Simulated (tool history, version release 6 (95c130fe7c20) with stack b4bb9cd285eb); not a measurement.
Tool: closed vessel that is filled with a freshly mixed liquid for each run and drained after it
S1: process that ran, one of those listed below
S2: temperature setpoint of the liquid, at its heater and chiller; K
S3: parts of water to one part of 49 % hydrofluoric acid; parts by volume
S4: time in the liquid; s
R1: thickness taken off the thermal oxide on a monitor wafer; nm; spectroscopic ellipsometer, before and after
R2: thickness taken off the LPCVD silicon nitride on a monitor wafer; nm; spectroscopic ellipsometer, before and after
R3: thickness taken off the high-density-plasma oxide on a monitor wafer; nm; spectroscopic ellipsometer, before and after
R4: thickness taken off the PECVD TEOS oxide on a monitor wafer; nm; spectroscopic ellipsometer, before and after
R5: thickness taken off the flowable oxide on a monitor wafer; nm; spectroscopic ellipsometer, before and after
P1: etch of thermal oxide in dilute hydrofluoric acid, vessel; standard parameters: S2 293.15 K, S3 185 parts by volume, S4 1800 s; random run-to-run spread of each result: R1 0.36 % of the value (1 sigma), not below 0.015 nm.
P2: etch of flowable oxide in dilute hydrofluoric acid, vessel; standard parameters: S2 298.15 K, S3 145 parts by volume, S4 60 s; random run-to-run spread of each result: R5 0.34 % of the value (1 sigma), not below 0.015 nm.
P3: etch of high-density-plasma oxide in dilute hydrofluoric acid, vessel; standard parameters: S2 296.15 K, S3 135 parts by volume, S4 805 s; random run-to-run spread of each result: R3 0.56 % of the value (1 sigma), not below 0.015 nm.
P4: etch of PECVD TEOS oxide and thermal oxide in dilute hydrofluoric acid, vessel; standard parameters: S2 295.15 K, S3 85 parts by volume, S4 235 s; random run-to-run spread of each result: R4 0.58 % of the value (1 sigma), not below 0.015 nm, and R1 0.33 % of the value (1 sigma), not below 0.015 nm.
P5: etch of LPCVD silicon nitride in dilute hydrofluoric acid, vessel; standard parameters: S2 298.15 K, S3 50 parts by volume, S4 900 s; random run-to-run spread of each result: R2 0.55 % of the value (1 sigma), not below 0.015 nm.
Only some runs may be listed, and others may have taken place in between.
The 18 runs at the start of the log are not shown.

| run | hour | S1 | S2 | S3 | S4 | R1 | R2 | R3 | R4 | R5 |
|---|---|---|---|---|---|---|---|---|---|---|
| 19 | 81.0 | P1 | 293.15 | 265 | 1800 | 24.962 |  |  |  |  |
| 20 | 85.2 | P1 | 290.15 | 275 | 1800 | 21.197 |  |  |  |  |
| 21 | 88.2 | P4 | 295.15 | 85 | 235 | 12.806 |  |  | 22.2100 |  |
| 22 | 93.1 | P3 | 302.65 | 135 | 805 |  |  | 35.927 |  |  |
| 23 | 95.7 | P2 | 298.15 | 145 | 60 |  |  |  |  | 11.950 |
| 24 | 100.4 | P4 | 295.15 | 50 | 235 | 22.740 |  |  | 38.6020 |  |
| 25 | 104.6 | P2 | 298.15 | 145 | 90 |  |  |  |  | 17.993 |
| 26 | 107.4 | P5 | 298.15 | 50 | 900 |  | 8.8026 |  |  |  |
| 27 | 110.9 | P2 | 298.15 | 55 | 60 |  |  |  |  | 35.217 |
|  | 111.8 | hydrofluoric acid flow meter replaced |
| 28 | 116.3 | P2 | 305.65 | 145 | 60 |  |  |  |  | 15.832 |
| 29 | 119.3 | P2 | 298.15 | 145 | 60 |  |  |  |  | 11.908 |
| 30 | 124.4 | P4 | 295.15 | 85 | 30 | 1.660 |  |  | 2.8182 |  |
| 31 | 128.3 | P1 | 293.15 | 185 | 1800 | 38.404 |  |  |  |  |
| 32 | 130.8 | P1 | 293.15 | 185 | 1800 | 38.306 |  |  |  |  |
| 33 | 134.3 | P1 | 293.15 | 185 | 1800 | 37.502 |  |  |  |  |
| 34 | 138.7 | P1 | 293.15 | 185 | 1800 | 37.030 |  |  |  |  |
| 35 | 141.2 | P1 | 293.15 | 185 | 1800 | 36.945 |  |  |  |  |
| 36 | 144.8 | P1 | 293.15 | 185 | 1800 | 36.655 |  |  |  |  |
| 37 | 150.1 | P1 | 293.15 | 185 | 1800 | 36.404 |  |  |  |  |
| 38 | 155.6 | P1 | 293.15 | 185 | 1800 | 36.276 |  |  |  |  |
| 39 | 161.3 | P1 | 293.15 | 185 | 1800 | 36.364 |  |  |  |  |
| 40 | 165.8 | P1 | 293.15 | 185 | 1800 | 36.093 |  |  |  |  |

Expected results for the next run?
| 41 | 170.4 | P1 | 293.15 | 185 | 1800 | ? |  |  |  |  |

For run 41 the tool returned R1 36.244 nm.

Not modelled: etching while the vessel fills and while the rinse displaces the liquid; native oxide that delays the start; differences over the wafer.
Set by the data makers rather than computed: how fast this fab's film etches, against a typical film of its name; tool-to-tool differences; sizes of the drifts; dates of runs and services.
